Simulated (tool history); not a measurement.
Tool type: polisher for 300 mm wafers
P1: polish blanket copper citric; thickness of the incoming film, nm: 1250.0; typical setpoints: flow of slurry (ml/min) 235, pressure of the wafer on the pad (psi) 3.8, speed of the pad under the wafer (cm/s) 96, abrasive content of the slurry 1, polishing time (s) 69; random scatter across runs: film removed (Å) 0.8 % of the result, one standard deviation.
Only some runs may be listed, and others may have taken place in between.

run   hour  flow of slurry (ml/min)  pressure of the wafer on the pad (psi)  speed of the pad under the wafer (cm/s)  abrasive content of the slurry  polishing time (s)  wafers polished on this pad  hours since the slurry nozzle was cleaned  hours since the head pressure was calibrated  hours since the slurry blender was calibrated  film removed (Å)
  1    8.8                      235                                     3.8                                       96                               1                  69                          642                                      228.2                                         452.2                                             84            1678.9
  2   19.8                      235                                     3.8                                       96                               1                  69                          780                                      239.2                                         463.2                                             95              1654
  3   28.1                      235                                     3.8                                       96                               1                  69                          884                                      247.5                                         471.5                                          103.3            1653.7
  4   46.4                      235                                     3.8                                       96                               1                  69                         1113                                      265.8                                         489.8                                          121.6            1669.6
  5   54.6                      235                                     3.8                                       96                             0.6                  91                         1215                                        274                                           498                                          129.8            1996.6
  6     65                      235                                     3.8                                       96                               1                  69                         1346                                      284.4                                         508.4                                          140.2            1673.4
  7   73.3                      235                                     1.8                                       96                               1                  69                         1450                                      292.7                                         516.7                                          148.5            804.34
  8     83                      235                                     3.8                                       56                               1                  69                         1571                                      302.4                                         526.4                                          158.2             996.9
  9   92.6                      235                                     3.8                                       96                               1                  69                         1691                                        312                                           536                                          167.8            1668.8
      96.2  -- head pressure recalibrated
 10  111.1                      235                                     3.8                                       96                               1                  39                         1923                                      330.5                                          14.9                                          186.3             945.2
 11  119.3                      140                                     3.8                                       96                               1                  69                         2026                                      338.7                                          23.1                                          194.5              1556
 12  128.7                      235                                     3.8                                       96                            1.35                  69                         2143                                      348.1                                          32.5                                          203.9              1768
 13    140                      235                                     3.8                                       96                             0.6                  69                         2285                                      359.4                                          43.8                                          215.2            1513.8

Run 14 is up next; what results do you expect?
 14  148.4                      235                                     3.8                                       96                               1                  87                         2390                                      367.8                                          52.2                                          223.6                 ?

{"run 14": {"film removed (Å)": 2103.3}}
